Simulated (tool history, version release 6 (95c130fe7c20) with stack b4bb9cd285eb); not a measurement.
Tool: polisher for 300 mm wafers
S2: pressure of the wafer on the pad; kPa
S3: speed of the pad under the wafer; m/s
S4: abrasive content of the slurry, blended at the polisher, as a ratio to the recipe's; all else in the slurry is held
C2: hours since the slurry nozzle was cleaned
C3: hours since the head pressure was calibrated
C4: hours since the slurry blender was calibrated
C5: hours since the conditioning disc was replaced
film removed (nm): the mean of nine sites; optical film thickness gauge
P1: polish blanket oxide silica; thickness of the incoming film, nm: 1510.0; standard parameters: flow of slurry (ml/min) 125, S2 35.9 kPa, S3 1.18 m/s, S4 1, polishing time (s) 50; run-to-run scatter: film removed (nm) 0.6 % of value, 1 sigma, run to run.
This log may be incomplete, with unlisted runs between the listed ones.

run 1 day=0.354 | flow_of_slurry_(ml/min)=125 S2=35.9 S3=1.18 S4=1 polishing_time_(s)=50 | wafers_polished_on_this_pad=936 C2=337.9 C3=308.5 C4=103.4 C5=182 | film_removed_(nm)=212.02
run 2 day=0.95 | flow_of_slurry_(ml/min)=125 S2=35.9 S3=1.18 S4=1 polishing_time_(s)=72 | wafers_polished_on_this_pad=1076 C2=352.2 C3=322.8 C4=117.7 C5=196.3 | film_removed_(nm)=304.45
run 3 day=1.408 | flow_of_slurry_(ml/min)=125 S2=35.9 S3=1.18 S4=1 polishing_time_(s)=22 | wafers_polished_on_this_pad=1183 C2=363.2 C3=333.8 C4=128.7 C5=207.3 | film_removed_(nm)=92.617
run 4 day=1.771 | flow_of_slurry_(ml/min)=125 S2=35.9 S3=1.18 S4=1.25 polishing_time_(s)=50 | wafers_polished_on_this_pad=1268 C2=371.9 C3=342.5 C4=137.4 C5=216 | film_removed_(nm)=234.32
run 5 day=2.167 | flow_of_slurry_(ml/min)=125 S2=24.1 S3=1.18 S4=1 polishing_time_(s)=50 | wafers_polished_on_this_pad=1361 C2=381.4 C3=352 C4=146.9 C5=225.5 | film_removed_(nm)=142.74
run 6 day=2.742 | flow_of_slurry_(ml/min)=125 S2=35.9 S3=1.18 S4=1 polishing_time_(s)=50 | wafers_polished_on_this_pad=1496 C2=395.2 C3=365.8 C4=160.7 C5=239.3 | film_removed_(nm)=210.19
run 7 day=3.1 | flow_of_slurry_(ml/min)=125 S2=35.9 S3=1.18 S4=1 polishing_time_(s)=50 | wafers_polished_on_this_pad=1580 C2=403.8 C3=374.4 C4=169.3 C5=247.9 | film_removed_(nm)=212.36
run 8 day=3.4 | flow_of_slurry_(ml/min)=125 S2=35.9 S3=1.72 S4=1 polishing_time_(s)=50 | wafers_polished_on_this_pad=1650 C2=411 C3=381.6 C4=176.5 C5=255.1 | film_removed_(nm)=287.8
run 9 day=3.821 | flow_of_slurry_(ml/min)=125 S2=35.9 S3=1.18 S4=0.55 polishing_time_(s)=50 | wafers_polished_on_this_pad=1749 C2=421.1 C3=391.7 C4=186.6 C5=265.2 | film_removed_(nm)=152.99
-- day=4 worn pad replaced by a new one
run 10 day=4.183 | flow_of_slurry_(ml/min)=125 S2=35.9 S3=0.56 S4=1 polishing_time_(s)=50 | wafers_polished_on_this_pad=43 C2=429.8 C3=400.4 C4=195.3 C5=273.9 | film_removed_(nm)=116.78
run 11 day=4.658 | flow_of_slurry_(ml/min)=125 S2=21.4 S3=1.18 S4=1 polishing_time_(s)=77 | wafers_polished_on_this_pad=154 C2=441.2 C3=411.8 C4=206.7 C5=285.3 | film_removed_(nm)=193.89
run 12 day=5.204 | flow_of_slurry_(ml/min)=185 S2=35.9 S3=1.18 S4=1 polishing_time_(s)=50 | wafers_polished_on_this_pad=282 C2=454.3 C3=424.9 C4=219.8 C5=298.4 | film_removed_(nm)=227.74
run 13 day=5.617 | flow_of_slurry_(ml/min)=125 S2=35.9 S3=1.18 S4=1 polishing_time_(s)=50 | wafers_polished_on_this_pad=379 C2=464.2 C3=434.8 C4=229.7 C5=308.3 | film_removed_(nm)=212.86
run 14 day=6.204 | flow_of_slurry_(ml/min)=125 S2=51 S3=1.18 S4=1 polishing_time_(s)=50 | wafers_polished_on_this_pad=517 C2=478.3 C3=448.9 C4=243.8 C5=322.4 | film_removed_(nm)=300.55
run 15 day=6.608 | flow_of_slurry_(ml/min)=75 S2=35.9 S3=1.18 S4=1 polishing_time_(s)=50 | wafers_polished_on_this_pad=612 C2=488 C3=458.6 C4=253.5 C5=332.1 | film_removed_(nm)=183.7
run 16 day=7.142 | flow_of_slurry_(ml/min)=125 S2=35.9 S3=1.18 S4=1 polishing_time_(s)=50 | wafers_polished_on_this_pad=737 C2=500.8 C3=471.4 C4=266.3 C5=344.9 | film_removed_(nm)=210.36

Predict the results of run 17:
run 17 day=7.542 | flow_of_slurry_(ml/min)=125 S2=35.9 S3=1.18 S4=1 polishing_time_(s)=50 | wafers_polished_on_this_pad=831 C2=510.4 C3=481 C4=275.9 C5=354.5 | film_removed_(nm)=?

Run 17 produced film removed (nm) 213.63.
